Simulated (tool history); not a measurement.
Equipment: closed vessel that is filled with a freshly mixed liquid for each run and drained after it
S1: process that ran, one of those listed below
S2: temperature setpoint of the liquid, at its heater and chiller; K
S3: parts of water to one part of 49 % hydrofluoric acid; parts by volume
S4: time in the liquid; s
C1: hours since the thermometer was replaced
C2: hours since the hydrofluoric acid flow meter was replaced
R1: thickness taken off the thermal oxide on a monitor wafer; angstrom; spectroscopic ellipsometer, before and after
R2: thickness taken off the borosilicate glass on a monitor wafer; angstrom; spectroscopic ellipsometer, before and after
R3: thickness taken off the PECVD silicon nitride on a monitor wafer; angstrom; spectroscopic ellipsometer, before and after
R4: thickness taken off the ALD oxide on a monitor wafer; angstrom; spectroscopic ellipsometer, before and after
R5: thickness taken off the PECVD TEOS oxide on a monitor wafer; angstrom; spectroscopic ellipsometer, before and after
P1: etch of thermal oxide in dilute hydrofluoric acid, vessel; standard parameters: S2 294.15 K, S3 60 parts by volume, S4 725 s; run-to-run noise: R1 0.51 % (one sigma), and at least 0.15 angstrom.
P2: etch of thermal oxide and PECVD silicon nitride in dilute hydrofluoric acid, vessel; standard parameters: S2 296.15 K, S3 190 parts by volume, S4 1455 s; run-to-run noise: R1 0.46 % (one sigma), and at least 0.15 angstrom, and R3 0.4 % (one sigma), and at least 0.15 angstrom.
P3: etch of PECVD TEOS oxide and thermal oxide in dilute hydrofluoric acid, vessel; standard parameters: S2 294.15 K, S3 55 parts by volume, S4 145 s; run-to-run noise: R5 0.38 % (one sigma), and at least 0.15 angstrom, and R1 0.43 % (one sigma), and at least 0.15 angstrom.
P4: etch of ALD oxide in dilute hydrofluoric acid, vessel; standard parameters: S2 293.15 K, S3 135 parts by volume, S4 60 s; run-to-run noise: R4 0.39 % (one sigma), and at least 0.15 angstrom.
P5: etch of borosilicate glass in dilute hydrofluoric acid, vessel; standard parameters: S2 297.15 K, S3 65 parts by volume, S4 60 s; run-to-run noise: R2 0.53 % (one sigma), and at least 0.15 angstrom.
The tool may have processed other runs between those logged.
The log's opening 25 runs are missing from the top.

| run | hour | S1 | S2 | S3 | S4 | C1 | C2 | R1 | R2 | R3 | R4 | R5 |
|---|---|---|---|---|---|---|---|---|---|---|---|---|
| 26 | 294 | P2 | 296.15 | 190 | 1455 | 493.1 | 989.2 | 315.43 |  | 228.52 |  |  |
| 27 | 307.6 | P2 | 296.15 | 190 | 1455 | 506.7 | 1002.8 | 315.81 |  | 230.67 |  |  |
| 28 | 322.4 | P4 | 293.15 | 240 | 60 | 521.5 | 1017.6 |  |  |  | 36.704 |  |
| 29 | 336.2 | P1 | 294.15 | 60 | 725 | 535.3 | 1031.4 | 505.01 |  |  |  |  |
| 30 | 343.2 | P3 | 294.15 | 55 | 145 | 542.3 | 1038.4 | 106.55 |  |  |  | 206.18 |
| 31 | 349.7 | P5 | 297.15 | 65 | 115 | 548.8 | 1044.9 |  | 736.35 |  |  |  |
| 32 | 363.9 | P4 | 290.15 | 135 | 60 | 563 | 1059.1 |  |  |  | 65.1 |  |
| 33 | 376.1 | P1 | 294.15 | 60 | 725 | 575.2 | 1071.3 | 504.21 |  |  |  |  |

For run 34, what comes out?
| 34 | 387.4 | P1 | 294.15 | 60 | 725 | 586.5 | 1082.6 | ? |  |  |  |  |

Run 34 measured R1 522.3 angstrom.
